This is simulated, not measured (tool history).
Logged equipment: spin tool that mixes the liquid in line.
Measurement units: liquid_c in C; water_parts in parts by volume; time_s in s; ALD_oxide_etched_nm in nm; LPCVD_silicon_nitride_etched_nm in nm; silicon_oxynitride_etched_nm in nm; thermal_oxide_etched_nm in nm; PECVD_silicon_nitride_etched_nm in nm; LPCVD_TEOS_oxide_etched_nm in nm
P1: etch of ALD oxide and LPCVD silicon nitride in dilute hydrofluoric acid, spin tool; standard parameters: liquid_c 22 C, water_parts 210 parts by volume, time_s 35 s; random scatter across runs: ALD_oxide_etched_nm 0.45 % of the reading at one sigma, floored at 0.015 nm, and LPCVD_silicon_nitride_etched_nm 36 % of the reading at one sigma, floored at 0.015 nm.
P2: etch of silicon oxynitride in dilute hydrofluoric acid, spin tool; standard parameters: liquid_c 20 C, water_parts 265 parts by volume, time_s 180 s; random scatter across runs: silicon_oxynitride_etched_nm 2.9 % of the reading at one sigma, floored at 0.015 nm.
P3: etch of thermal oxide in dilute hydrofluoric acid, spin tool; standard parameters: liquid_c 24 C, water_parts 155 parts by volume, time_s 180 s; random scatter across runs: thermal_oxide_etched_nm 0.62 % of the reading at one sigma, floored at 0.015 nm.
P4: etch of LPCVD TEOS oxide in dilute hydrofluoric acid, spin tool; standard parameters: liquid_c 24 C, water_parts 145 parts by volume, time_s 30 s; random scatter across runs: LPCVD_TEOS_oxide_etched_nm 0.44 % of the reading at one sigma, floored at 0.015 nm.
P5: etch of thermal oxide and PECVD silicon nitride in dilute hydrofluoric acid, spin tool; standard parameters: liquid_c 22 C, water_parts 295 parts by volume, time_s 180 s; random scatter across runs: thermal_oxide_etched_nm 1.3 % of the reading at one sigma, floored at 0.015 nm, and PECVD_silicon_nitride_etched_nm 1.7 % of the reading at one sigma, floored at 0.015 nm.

run   hour  process  liquid_c  water_parts  time_s  hours since the thermometer was replaced  hours since the hydrofluoric acid flow meter was replaced  ALD_oxide_etched_nm  LPCVD_silicon_nitride_etched_nm  silicon_oxynitride_etched_nm  thermal_oxide_etched_nm  PECVD_silicon_nitride_etched_nm  LPCVD_TEOS_oxide_etched_nm
  1   11.1       P1        22          210      35                                     610.8                                                     1732.9               4.5599                        8.6913e-2
  2   18.8       P1        22          335      35                                     618.5                                                     1740.6                2.523                         2.219e-2
  3   30.7       P2        20          480     180                                     630.4                                                     1752.5                                                                             0.37516
  4     39       P5        22          295     180                                     638.7                                                     1760.8                                                                                                       2.2505                           1.5135
  5   51.6       P1        17          210      15                                     651.3                                                     1773.4               1.6291                        9.8856e-3
  6   65.4       P5        22          295      25                                     665.1                                                     1787.2                                                                                                      0.31024                          0.22852
  7   74.8       P5        17          295     180                                     674.5                                                     1796.6                                                                                                       1.9023                           1.0999
  8   84.7       P2        17          265     180                                     684.4                                                     1806.5                                                                             0.63148
  9   91.7       P4        24          145      30                                     691.4                                                     1813.5                                                                                                                                                                    7.1549
 10  104.5       P3      29.5          155     180                                     704.2                                                     1826.3                                                                                                       6.2655
 11  112.7       P4      27.5          145      30                                     712.4                                                     1834.5                                                                                                                                                                    8.1667
 12  119.6       P1        22          210      35                                     719.3                                                     1841.4               4.6061                        8.7893e-2
 13  131.3       P1      27.5          210      35                                       731                                                     1853.1               5.5787                        9.9568e-2
 14  140.6       P3        24          155      35                                     740.3                                                     1862.4                                                                                                       1.0054
 15  150.3       P2        20          265     180                                       750                                                     1872.1                                                                             0.76945
 16  165.1       P3        24          155     180                                     764.8                                                     1886.9                                                                                                       5.1133
 17    176       P4        24          145      15                                     775.7                                                     1897.8                                                                                                                                                                    3.6092
 18  185.3       P2        20          265      85                                       785                                                     1907.1                                                                             0.36194
 19  194.4       P1        22          210      55                                     794.1                                                     1916.2               7.2204                        1.1391e-1
 20  205.2       P5        22          545     180                                     804.9                                                       1927                                                                                                      0.99177                          0.82793
 21    217       P5        22          295     180                                     816.7                                                     1938.8                                                                                                       2.2814                           1.5886
 22  228.3       P4        24          205      30                                       828                                                     1950.1                                                                                                                                                                    4.8209
 23    242       P1        17          210      35                                     841.7                                                     1963.8               3.7648                        5.9433e-2
 24  254.9       P1        22          210      35                                     854.6                                                     1976.7               4.5374                         2.424e-2
 25  264.3       P3        24          265     180                                       864                                                     1986.1                                                                                                       2.6419
 26  275.3       P1        22          210      15                                       875                                                     1997.1               1.9976                        1.2057e-2
 27  287.8       P1        22          210      35                                     887.5                                                     2009.6               4.5553                        6.2511e-2
 28  294.9       P1        22           65      35                                     894.6                                                     2016.7               17.422                        3.0044e-1
 29  307.7       P1        22          210      35                                     907.4                                                     2029.5                4.555                         6.841e-2
 30  315.2       P1        22          210      35                                     914.9                                                       2037               4.6852                        8.1494e-2
 31  326.7       P1        22          210      35                                     926.4                                                     2048.5               4.8001                        6.6176e-2
 32  333.6       P1        22          210      35                                     933.3                                                     2055.4               4.8857                        7.3638e-2
 33  346.3       P1        22          210      35                                       946                                                     2068.1               4.9641                        5.6351e-2
 34  354.2       P1        22          210      35                                     953.9                                                       2076               4.9555                        8.1072e-2
 35  365.7       P1        22          210      35                                     965.4                                                     2087.5               4.9499                        1.2824e-1
 36  378.8       P1        22          210      35                                     978.5                                                     2100.6               4.9816                        8.1573e-2

Something has made what P1 gives creep away from where it was; the 2 causes below, each at its own stated size, fit the log equally well:
A: hydrofluoric acid flow above the setpoint (%) = 7.08
B: liquid hotter than its thermometer reads (K) = 2.23
The creep began at about hour 307.7.

Which of the check runs below tells the causes apart, meaning the causes would give it clearly different results? Each run uses 5 wafers whose results are averaged, and each result is shown as a question mark.
check 1  391.9       P4        24          195      30                                                                                                                                                                                                                                                                              ?
check 2  391.9       P3      28.5          155      90                                                                                                                                                                                                                 ?
check 3  391.9       P2        17          385     180                                                                                                                                                                                        ?
check 4  391.9       P5      18.5          295     180                                                                                                                                                                                                                 ?                                ?

What each check would give under each cause:
  check                           result     if A     if B
check 1       LPCVD_TEOS_oxide_etched_nm   5.4918   5.4877
check 2          thermal_oxide_etched_nm   3.2681    3.264
check 3     silicon_oxynitride_etched_nm  0.44025  0.44736
check 4          thermal_oxide_etched_nm   2.1813   2.1738
check 4  PECVD_silicon_nitride_etched_nm   1.3023   1.4063
Minimum pairwise separation of causes per check, each pair taken at its best-separating result: check 1 0.07 %; check 2 0.12 %; check 3 1.6 %; check 4 7.68 %
The other checks would show nearly matching results whichever cause is true, so check 4 is the only one that separates the causes.

Check 4 has now been run. It gave: thermal_oxide_etched_nm 2.1652 nm; PECVD_silicon_nitride_etched_nm 1.4234 nm. Which of the candidate causes is it?

The cause is B: liquid hotter than its thermometer reads (K).

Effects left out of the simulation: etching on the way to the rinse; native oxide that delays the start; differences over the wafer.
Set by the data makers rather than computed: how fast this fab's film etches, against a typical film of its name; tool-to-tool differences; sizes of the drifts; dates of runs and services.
